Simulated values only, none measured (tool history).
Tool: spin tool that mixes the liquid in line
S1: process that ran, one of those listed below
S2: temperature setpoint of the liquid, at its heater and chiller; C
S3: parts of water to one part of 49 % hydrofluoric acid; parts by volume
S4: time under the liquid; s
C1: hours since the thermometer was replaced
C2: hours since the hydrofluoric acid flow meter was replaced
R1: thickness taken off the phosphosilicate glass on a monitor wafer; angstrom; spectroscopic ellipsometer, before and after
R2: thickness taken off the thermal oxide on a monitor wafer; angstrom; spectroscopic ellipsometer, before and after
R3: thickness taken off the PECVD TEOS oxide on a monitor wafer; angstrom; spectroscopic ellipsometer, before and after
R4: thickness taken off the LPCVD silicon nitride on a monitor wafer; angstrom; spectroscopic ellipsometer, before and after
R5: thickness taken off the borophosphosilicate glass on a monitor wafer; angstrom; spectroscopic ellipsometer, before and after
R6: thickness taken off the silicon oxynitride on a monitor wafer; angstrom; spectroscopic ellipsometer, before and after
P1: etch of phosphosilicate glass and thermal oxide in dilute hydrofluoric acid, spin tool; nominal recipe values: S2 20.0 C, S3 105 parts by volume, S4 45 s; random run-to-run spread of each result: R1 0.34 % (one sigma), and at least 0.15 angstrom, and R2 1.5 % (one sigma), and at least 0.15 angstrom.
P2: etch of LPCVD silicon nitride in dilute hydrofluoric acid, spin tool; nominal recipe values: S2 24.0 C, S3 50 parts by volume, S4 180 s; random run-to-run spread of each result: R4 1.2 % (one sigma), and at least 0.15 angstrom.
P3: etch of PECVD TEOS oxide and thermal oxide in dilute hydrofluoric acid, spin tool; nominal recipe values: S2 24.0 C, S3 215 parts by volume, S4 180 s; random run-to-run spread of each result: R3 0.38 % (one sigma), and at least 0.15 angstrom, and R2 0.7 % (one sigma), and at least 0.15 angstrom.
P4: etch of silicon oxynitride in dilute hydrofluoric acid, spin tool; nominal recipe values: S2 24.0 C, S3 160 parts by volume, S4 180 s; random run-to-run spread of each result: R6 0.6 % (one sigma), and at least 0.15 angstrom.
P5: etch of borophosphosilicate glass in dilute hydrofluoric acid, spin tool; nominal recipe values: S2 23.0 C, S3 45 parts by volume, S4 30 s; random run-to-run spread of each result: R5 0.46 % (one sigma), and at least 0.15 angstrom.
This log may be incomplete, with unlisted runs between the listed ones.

run   hour  S1    S2   S3   S4     C1     C2      R1       R2       R3      R4      R5      R6
  1    4.8  P1  20.0  105   45  224.4  636.9  501.24  16.9030
  2    8.8  P1  20.0  105   45  228.4  640.9  501.15  16.8960
  3   11.2  P1  24.5  105   45  230.8  643.3  605.00  20.6130
  4   15.9  P3  24.0  330  180  235.5  648.0          20.4540  47.6200
  5   20.3  P1  17.0  105   30  239.9  652.4  296.31   9.9036
  6   25.1  P2  24.0   50  355  244.7  657.2                            37.128
  7   28.5  P3  18.0  215  180  248.1  660.6          28.2750  65.7720
  8   33.4  P1  20.0  105   65  253.0  665.5  726.40  24.7970
  9   36.0  P1  20.0  105   25  255.6  668.1  278.81   9.3080
 10   39.8  P1  20.0  105   45  259.4  671.9  502.93  16.9520
 11   44.5  P5  23.0   45   30  264.1  676.6                                    465.94
 12   47.1  P5  23.0   45   15  266.7  679.2                                    229.62
 13   51.4  P1  24.0  140   45  271.0  683.5  423.89  14.6620
 14   54.7  P2  24.0   50  180  274.3  686.8                            18.943
 15   57.6  P4  24.0  160  180  277.2  689.7                                            33.688
 16   59.7  P3  24.0  215   15  279.3  691.8           2.9496   6.9833
 17   62.9  P1  20.0  145   45  282.5  695.0  349.77  12.0670
 18   65.4  P1  17.0  105   45  285.0  697.5  443.67  14.7740
 19   68.1  P4  31.5  160  180  287.7  700.2                                            47.009
 20   71.3  P4  24.0  295  180  290.9  703.4                                            16.903
 21   75.1  P1  20.0  105   45  294.7  707.2  505.46  16.9170
 22   79.2  P5  28.0   45   30  298.8  711.3                                    563.73
 23   83.6  P5  23.0   75   30  303.2  715.7                                    265.10
 24   86.0  P4  24.0  160  180  305.6  718.1                                            33.476
 25   90.3  P3  24.0  215  180  309.9  722.4          34.7110  82.1220
 26   94.0  P2  18.5   50  180  313.6  726.1                            12.900
 27   98.1  P1  20.0   65   45  317.7  730.2  851.05  27.8410
 28  100.3  P1  20.0  105   45  319.9  732.4  500.54  17.0130
 29  104.7  P4  24.0  160  330  324.3  736.8                                            61.444
 30  107.0  P2  24.0   85  180  326.6  739.1                            11.273
 31  110.3  P3  24.0  215  180  329.9  742.4          34.3770  82.3520
 32  113.9  P1  20.0  105   45  333.5  746.0  502.89  16.5120
 33  118.5  P1  20.0  105   45  338.1  750.6  484.06  16.2670
 34  121.7  P1  20.0  105   45  341.3  753.8  477.71  15.6920
 35  125.1  P1  20.0  105   45  344.7  757.2  471.05  15.8410
 36  128.8  P1  20.0  105   45  348.4  760.9  469.69  15.1660
 37  131.7  P1  20.0  105   45  351.3  763.8  465.99  15.3870
 38  134.9  P1  20.0  105   45  354.5  767.0  462.93  15.2570
 39  137.6  P1  20.0  105   45  357.2  769.7  465.16  15.4600
 40  139.7  P1  20.0  105   45  359.3  771.8  458.40  15.8230
 41  144.3  P1  20.0  105   45  363.9  776.4  461.91  14.9340
 42  149.2  P1  20.0  105   45  368.8  781.3  461.91  14.9620

The log shows P1 creeping away from where it was. Any of the 2 causes listed here, at the size stated for it, fits the log just as well as the others:
A: liquid colder than its thermometer reads (K) = 2.16
B: hydrofluoric acid flow below the setpoint (%) = 7.65
The onset of the drift is placed at about hour 113.9.

Which of the check runs below tells the causes apart, meaning the causes would give it clearly different results? Each run uses 3 wafers whose results are averaged, and each result is shown as a question mark.
check 1  154.1  P3  20.5  215   25               ?   ?
check 2  154.1  P5  23.0   60   15                           ?
check 3  154.1  P2  19.5   50  180                       ?
check 4  154.1  P4  24.0  270  180                               ?

Predicted outcomes, by check and by cause:
  check  result    if A    if B
check 1      R2  3.9229  3.8699
check 1      R3  9.2204  9.0957
check 2      R5  154.67  155.26
check 3      R4  11.819  12.733
check 4      R6  16.685  16.667
Minimum pairwise separation of causes per check, each pair taken at its best-separating result: check 1 1.36 %; check 2 0.38 %; check 3 7.45 %; check 4 0.11 %
Only in check 3 would the causes give clearly different results; in the remaining checks their results would be nearly the same.

Check 3 has now been run. It gave: R4 13.002 angstrom. Which of the candidate causes is it?

The correct cause is B, namely: hydrofluoric acid flow below the setpoint (%).
